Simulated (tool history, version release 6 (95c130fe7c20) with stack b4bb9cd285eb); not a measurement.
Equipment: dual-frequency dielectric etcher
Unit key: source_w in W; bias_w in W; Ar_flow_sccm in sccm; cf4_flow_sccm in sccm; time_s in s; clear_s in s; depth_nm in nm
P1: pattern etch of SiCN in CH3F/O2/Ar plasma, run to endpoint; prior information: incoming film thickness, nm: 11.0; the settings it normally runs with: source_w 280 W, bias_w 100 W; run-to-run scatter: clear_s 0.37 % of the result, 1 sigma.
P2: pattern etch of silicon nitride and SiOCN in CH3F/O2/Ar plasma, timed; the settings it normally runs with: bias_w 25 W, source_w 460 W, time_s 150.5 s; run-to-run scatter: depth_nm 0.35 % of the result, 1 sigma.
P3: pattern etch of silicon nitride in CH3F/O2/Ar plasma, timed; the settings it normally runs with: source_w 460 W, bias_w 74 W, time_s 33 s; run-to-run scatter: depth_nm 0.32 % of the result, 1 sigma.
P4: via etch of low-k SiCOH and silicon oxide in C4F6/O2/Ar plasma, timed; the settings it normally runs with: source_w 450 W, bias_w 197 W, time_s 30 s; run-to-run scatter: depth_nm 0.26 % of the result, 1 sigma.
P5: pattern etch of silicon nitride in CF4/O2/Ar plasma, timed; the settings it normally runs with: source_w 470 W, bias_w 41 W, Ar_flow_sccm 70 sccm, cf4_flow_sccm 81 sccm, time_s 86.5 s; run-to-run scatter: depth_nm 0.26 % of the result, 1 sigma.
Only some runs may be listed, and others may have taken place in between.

{"run": 1, "hour": 12.8, "process": "P1", "source_w": 280, "bias_w": 100, "clear_s": 29.734}
{"run": 2, "hour": 23.5, "process": "P5", "source_w": 470, "bias_w": 41, "Ar_flow_sccm": 70, "cf4_flow_sccm": 49, "time_s": 86.5, "depth_nm": 133.83}
{"run": 3, "hour": 29.9, "process": "P4", "source_w": 450, "bias_w": 197, "time_s": 43, "depth_nm": 109.89}
{"run": 4, "hour": 39.0, "process": "P1", "source_w": 280, "bias_w": 100, "clear_s": 29.537}
{"run": 5, "hour": 51.3, "process": "P3", "source_w": 460, "bias_w": 55, "time_s": 33, "depth_nm": 22.159}
{"run": 6, "hour": 64.6, "process": "P4", "source_w": 450, "bias_w": 197, "time_s": 30, "depth_nm": 76.962}
{"run": 7, "hour": 76.6, "process": "P1", "source_w": 280, "bias_w": 77, "clear_s": 32.608}
{"run": 8, "hour": 90.1, "process": "P4", "source_w": 360, "bias_w": 197, "time_s": 30, "depth_nm": 70.132}
{"run": 9, "hour": 102.4, "process": "P1", "source_w": 280, "bias_w": 100, "clear_s": 29.42}
{"run": 10, "hour": 114.2, "process": "P5", "source_w": 470, "bias_w": 41, "Ar_flow_sccm": 70, "cf4_flow_sccm": 81, "time_s": 86.5, "depth_nm": 142.67}
{"run": 11, "hour": 125.6, "process": "P1", "source_w": 190, "bias_w": 100, "clear_s": 34.02}
{"run": 12, "hour": 138.3, "process": "P2", "source_w": 460, "bias_w": 15, "time_s": 150.5, "depth_nm": 17.647}
{"run": 13, "hour": 151.6, "process": "P3", "source_w": 460, "bias_w": 74, "time_s": 22.5, "depth_nm": 16.574}
{"run": 14, "hour": 164.5, "process": "P1", "source_w": 390, "bias_w": 100, "clear_s": 26.107}
{"run": 15, "hour": 173.2, "process": "P5", "source_w": 470, "bias_w": 41, "Ar_flow_sccm": 70, "cf4_flow_sccm": 81, "time_s": 86.5, "depth_nm": 142.68}
{"run": 16, "hour": 183.3, "process": "P1", "source_w": 280, "bias_w": 127, "clear_s": 27.085}
{"run": 17, "hour": 190.9, "process": "P3", "source_w": 460, "bias_w": 74, "time_s": 33, "depth_nm": 24.462}
{"run": 18, "hour": 200.3, "process": "P3", "source_w": 550, "bias_w": 74, "time_s": 33, "depth_nm": 26.147}
{"run": 19, "hour": 206.6, "process": "P2", "source_w": 460, "bias_w": 25, "time_s": 222.5, "depth_nm": 32.432}
{"run": 20, "hour": 214.0, "process": "P1", "source_w": 280, "bias_w": 100, "clear_s": 29.484}
{"run": 21, "hour": 222.9, "process": "P1", "source_w": 330, "bias_w": 132, "clear_s": 25.044}
{"run": 22, "hour": 229.2, "process": "P1", "source_w": 280, "bias_w": 100, "clear_s": 29.793}
{"run": 23, "hour": 242.9, "process": "P5", "source_w": 300, "bias_w": 41, "Ar_flow_sccm": 70, "cf4_flow_sccm": 81, "time_s": 86.5, "depth_nm": 96.763}
{"run": 24, "hour": 251.8, "process": "P2", "source_w": 460, "bias_w": 25, "time_s": 150.5, "depth_nm": 22.011}
{"run": 25, "hour": 262.2, "process": "P5", "source_w": 470, "bias_w": 26, "Ar_flow_sccm": 70, "cf4_flow_sccm": 81, "time_s": 86.5, "depth_nm": 122.73}
{"run": 26, "hour": 271.6, "process": "P5", "source_w": 470, "bias_w": 41, "Ar_flow_sccm": 43, "cf4_flow_sccm": 81, "time_s": 86.5, "depth_nm": 150.35}
{"run": 27, "hour": 281.4, "process": "P2", "source_w": 310, "bias_w": 25, "time_s": 150.5, "depth_nm": 19.139}
{"run": 28, "hour": 289.4, "process": "P5", "source_w": 470, "bias_w": 41, "Ar_flow_sccm": 70, "cf4_flow_sccm": 81, "time_s": 59.5, "depth_nm": 98.776}
{"run": 29, "hour": 303.6, "process": "P4", "source_w": 450, "bias_w": 270, "time_s": 30, "depth_nm": 85.007}
{"run": 30, "hour": 310.2, "process": "P2", "source_w": 460, "bias_w": 25, "time_s": 150.5, "depth_nm": 22.075}
{"run": 31, "hour": 320.2, "process": "P1", "source_w": 280, "bias_w": 100, "clear_s": 29.771}
{"run": 32, "hour": 330.4, "process": "P1", "source_w": 280, "bias_w": 100, "clear_s": 29.996}
{"run": 33, "hour": 338.3, "process": "P1", "source_w": 280, "bias_w": 100, "clear_s": 29.758}
{"run": 34, "hour": 347.9, "process": "P1", "source_w": 280, "bias_w": 100, "clear_s": 29.999}
{"run": 35, "hour": 355.9, "process": "P1", "source_w": 280, "bias_w": 100, "clear_s": 29.955}
{"run": 36, "hour": 370.2, "process": "P1", "source_w": 280, "bias_w": 100, "clear_s": 29.955}
{"run": 37, "hour": 384.2, "process": "P1", "source_w": 280, "bias_w": 100, "clear_s": 30.079}
{"run": 38, "hour": 390.7, "process": "P1", "source_w": 280, "bias_w": 100, "clear_s": 30.032}
{"hour": 396.5, "done": "wet clean of the chamber"}
{"run": 39, "hour": 402.0, "process": "P1", "source_w": 280, "bias_w": 100, "clear_s": 30.241}
{"run": 40, "hour": 411.8, "process": "P1", "source_w": 280, "bias_w": 100, "clear_s": 29.957}
{"run": 41, "hour": 423.7, "process": "P1", "source_w": 280, "bias_w": 100, "clear_s": 30.138}
{"run": 42, "hour": 430.1, "process": "P1", "source_w": 280, "bias_w": 100, "clear_s": 30.093}

What P1 gives has crept off from where it sat before. The 2 causes that follow fit the log equally well, each at the size noted:
A: source power that arrives under what is set, % = 4.91
B: bias power that arrives under what is set, % = 4.69
Creep in the process output first set in at about hour 320.2.
The rest of the possible causes, and what rules out each one:
chamber walls in a state that lowers the etch rate, %: serviced at hour 396.5, after the change had begun; the process did not return to its earlier output

Below are 4 check runs, each on a single wafer, with their results shown as question marks. Which of them would tell the listed causes apart, meaning the causes would give clearly different results under it?
{"run": "check 1", "hour": 436.5, "process": "P5", "source_w": 470, "bias_w": 32, "Ar_flow_sccm": 70, "cf4_flow_sccm": 54, "time_s": 86.5, "depth_nm": "?"}
{"run": "check 2", "hour": 436.5, "process": "P4", "source_w": 450, "bias_w": 262, "time_s": 30, "depth_nm": "?"}
{"run": "check 3", "hour": 436.5, "process": "P3", "source_w": 530, "bias_w": 61, "time_s": 33, "depth_nm": "?"}
{"run": "check 4", "hour": 436.5, "process": "P2", "source_w": 460, "bias_w": 16, "time_s": 219, "depth_nm": "?"}

If the cause were each of the candidates in turn, the checks would give the following:
check=check_1 result=depth_nm if_A=118.39 if_B=121.68
check=check_2 result=depth_nm if_A=82.43 if_B=82.683
check=check_3 result=depth_nm if_A=23.724 if_B=23.821
check=check_4 result=depth_nm if_A=25.967 if_B=25.932
Minimum pairwise separation of causes per check, each pair taken at its best-separating result: check 1 2.74 %; check 2 0.31 %; check 3 0.41 %; check 4 0.14 %
Check 1 tells the causes apart: in the others they would give nearly the same result.

Running check 1 produced the following: depth_nm 121.22 nm. Which one of the listed causes fits?

Of the candidate causes, it is B: bias power that arrives under what is set, %.
